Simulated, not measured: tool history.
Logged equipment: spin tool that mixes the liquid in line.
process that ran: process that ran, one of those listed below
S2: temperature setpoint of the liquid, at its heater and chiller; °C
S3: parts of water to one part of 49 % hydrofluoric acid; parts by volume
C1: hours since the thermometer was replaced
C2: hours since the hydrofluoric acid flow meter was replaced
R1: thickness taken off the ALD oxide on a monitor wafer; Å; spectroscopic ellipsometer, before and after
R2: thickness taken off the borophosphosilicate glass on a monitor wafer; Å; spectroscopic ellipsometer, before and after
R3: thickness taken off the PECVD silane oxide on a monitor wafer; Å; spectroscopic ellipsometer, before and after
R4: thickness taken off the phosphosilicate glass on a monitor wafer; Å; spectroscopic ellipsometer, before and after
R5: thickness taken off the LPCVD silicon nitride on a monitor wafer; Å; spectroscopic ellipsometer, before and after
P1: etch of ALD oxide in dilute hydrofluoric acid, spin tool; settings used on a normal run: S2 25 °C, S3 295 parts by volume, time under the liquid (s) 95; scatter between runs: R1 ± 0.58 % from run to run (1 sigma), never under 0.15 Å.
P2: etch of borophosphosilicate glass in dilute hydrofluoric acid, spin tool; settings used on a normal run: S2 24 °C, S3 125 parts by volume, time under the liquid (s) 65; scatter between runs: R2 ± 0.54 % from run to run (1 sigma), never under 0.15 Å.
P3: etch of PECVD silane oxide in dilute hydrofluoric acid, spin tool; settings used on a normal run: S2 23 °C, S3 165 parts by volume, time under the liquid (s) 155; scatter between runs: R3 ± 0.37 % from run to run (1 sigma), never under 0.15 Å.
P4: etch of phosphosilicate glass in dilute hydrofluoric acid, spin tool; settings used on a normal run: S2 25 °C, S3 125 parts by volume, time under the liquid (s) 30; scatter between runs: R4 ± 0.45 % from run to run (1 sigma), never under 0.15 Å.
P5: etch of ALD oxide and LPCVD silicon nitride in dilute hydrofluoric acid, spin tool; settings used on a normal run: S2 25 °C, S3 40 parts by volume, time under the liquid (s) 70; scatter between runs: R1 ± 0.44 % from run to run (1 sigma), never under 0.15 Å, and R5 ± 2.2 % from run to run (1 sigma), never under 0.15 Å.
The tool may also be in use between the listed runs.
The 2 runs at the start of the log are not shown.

run 3 hour=12.8 | process_that_ran=P2 S2=24 S3=125 time_under_the_liquid_(s)=65 | C1=419.2 C2=367.9 | R2=280.18
run 4 hour=17.8 | process_that_ran=P1 S2=25 S3=295 time_under_the_liquid_(s)=95 | C1=424.2 C2=372.9 | R1=47.301
run 5 hour=24 | process_that_ran=P1 S2=25 S3=180 time_under_the_liquid_(s)=170 | C1=430.4 C2=379.1 | R1=157.08
run 6 hour=29.5 | process_that_ran=P2 S2=24 S3=125 time_under_the_liquid_(s)=65 | C1=435.9 C2=384.6 | R2=277.29
run 7 hour=34.2 | process_that_ran=P1 S2=25 S3=295 time_under_the_liquid_(s)=150 | C1=440.6 C2=389.3 | R1=75.037
run 8 hour=40.7 | process_that_ran=P3 S2=23 S3=295 time_under_the_liquid_(s)=155 | C1=447.1 C2=395.8 | R3=104.36
run 9 hour=46.9 | process_that_ran=P2 S2=28.5 S3=125 time_under_the_liquid_(s)=65 | C1=453.3 C2=402 | R2=325.82
run 10 hour=50.5 | process_that_ran=P1 S2=25 S3=295 time_under_the_liquid_(s)=95 | C1=456.9 C2=405.6 | R1=47.438
run 11 hour=55.1 | process_that_ran=P4 S2=25 S3=125 time_under_the_liquid_(s)=15 | C1=461.5 C2=410.2 | R4=173.77
run 12 hour=60.3 | process_that_ran=P5 S2=25 S3=70 time_under_the_liquid_(s)=70 | C1=466.7 C2=415.4 | R1=135.48 R5=5.9306
run 13 hour=66 | process_that_ran=P5 S2=25 S3=40 time_under_the_liquid_(s)=135 | C1=472.4 C2=421.1 | R1=476.68 R5=19.506
run 14 hour=71.4 | process_that_ran=P1 S2=25 S3=295 time_under_the_liquid_(s)=95 | C1=477.8 C2=426.5 | R1=47.965
run 15 hour=78.8 | process_that_ran=P5 S2=21 S3=40 time_under_the_liquid_(s)=70 | C1=485.2 C2=433.9 | R1=209.44 R5=7.5731
run 16 hour=85.3 | process_that_ran=P1 S2=25 S3=535 time_under_the_liquid_(s)=95 | C1=491.7 C2=440.4 | R1=21.366
run 17 hour=91.8 | process_that_ran=P2 S2=24 S3=125 time_under_the_liquid_(s)=15 | C1=498.2 C2=446.9 | R2=63.77
run 18 hour=99.1 | process_that_ran=P1 S2=25 S3=295 time_under_the_liquid_(s)=15 | C1=505.5 C2=454.2 | R1=7.7314
run 19 hour=104.1 | process_that_ran=P3 S2=23 S3=165 time_under_the_liquid_(s)=155 | C1=510.5 C2=459.2 | R3=213.34
run 20 hour=111.4 | process_that_ran=P1 S2=25 S3=65 time_under_the_liquid_(s)=95 | C1=517.8 C2=466.5 | R1=280.32

The next listed run, before its measurement:
run 21 hour=117.5 | process_that_ran=P1 S2=19.5 S3=295 time_under_the_liquid_(s)=95 | C1=523.9 C2=472.6 | R1=?

{"run 21": {"R1": 38.914}}
